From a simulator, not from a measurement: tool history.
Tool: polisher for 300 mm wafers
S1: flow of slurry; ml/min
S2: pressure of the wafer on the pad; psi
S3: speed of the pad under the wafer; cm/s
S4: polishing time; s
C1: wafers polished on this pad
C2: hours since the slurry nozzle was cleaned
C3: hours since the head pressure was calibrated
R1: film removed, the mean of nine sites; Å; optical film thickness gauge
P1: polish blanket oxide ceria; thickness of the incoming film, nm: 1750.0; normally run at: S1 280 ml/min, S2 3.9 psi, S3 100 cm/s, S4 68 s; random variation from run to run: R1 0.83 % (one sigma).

run	hour	S1	S2	S3	S4	C1	C2	C3	R1
1	6.2	280	3.9	100	68	774	486.8	356.5	3099.4
2	11.6	280	3.9	100	68	812	492.2	361.9	3132.2
3	16.4	280	5.3	100	68	845	497.0	366.7	4273.6
4	21.4	280	3.9	100	68	880	502.0	371.7	3155.2
5	26.3	280	3.9	100	68	915	506.9	376.6	3175.5
6	33.8	400	3.9	100	68	967	514.4	384.1	3179.4
7	40.0	280	3.9	100	31	1010	520.6	390.3	1431.3
8	46.1	280	3.9	100	97	1053	526.7	396.4	4464.0
9	50.0	280	3.9	100	68	1080	530.6	400.3	3148.6
10	57.0	280	2.5	100	68	1129	537.6	407.3	1994.0
11	63.6	280	3.9	140	68	1175	544.2	413.9	4359.9
12	70.7	280	5.5	100	44	1225	551.3	421.0	2801.7
13	78.4	280	5.0	46	68	1279	559.0	428.7	1844.2
14	86.7	280	3.9	48	68	1337	567.3	437.0	1526.8
15	90.6	170	3.9	100	68	1364	571.2	440.9	2979.5
16	95.9	280	3.9	100	68	1401	576.5	446.2	3119.7
17	99.7	280	3.9	100	68	1428	580.3	450.0	3048.2
18	104.5	280	3.9	100	68	1461	585.1	454.8	3058.2
19	108.9	280	3.9	100	68	1492	589.5	459.2	2957.9
20	113.3	280	3.9	100	68	1523	593.9	463.6	3004.3
# hour 121.1: worn pad replaced by a new one
21	121.8	280	3.9	100	68	4	602.4	472.1	2973.3
22	127.0	280	3.9	100	68	41	607.6	477.3	3002.3
23	134.2	280	3.9	100	68	91	614.8	484.5	3002.0

What P1 gives has crept away from where it was. These 2 causes fit the log equally well, each at the size given:
A: slurry flow missing at the pad, % = 36.9
B: head's pressure below its setpoint, % = 5.35
The creep began at about hour 95.9.
Why every other cause is out:
removal rate lost through wear of the pad, %: serviced at hour 121.1, which brought nothing back

4 check runs are offered, each on 5 wafers whose results are averaged, their results left as question marks. Which one tells the causes apart?
check 1	141.4	280	3.9	54	68				?
check 2	141.4	185	3.9	100	68				?
check 3	141.4	280	3.9	126	43				?
check 4	141.4	280	3.9	74	68				?

What each check would give under each cause:
check	result	if A	if B
check 1	R1	1604.3	1604.2
check 2	R1	2758.3	2830.7
check 3	R1	2367.1	2367.0
check 4	R1	2198.5	2198.4
How far apart the two closest causes lie, in the result that separates them most: check 1 0 %; check 2 2.59 %; check 3 0 %; check 4 0 %
Check 2 tells the causes apart: in the others they would give nearly the same result.

Check 2 was then run and gave: R1 2837.1 Å. Which cause is it?

It is B: head's pressure below its setpoint, %.
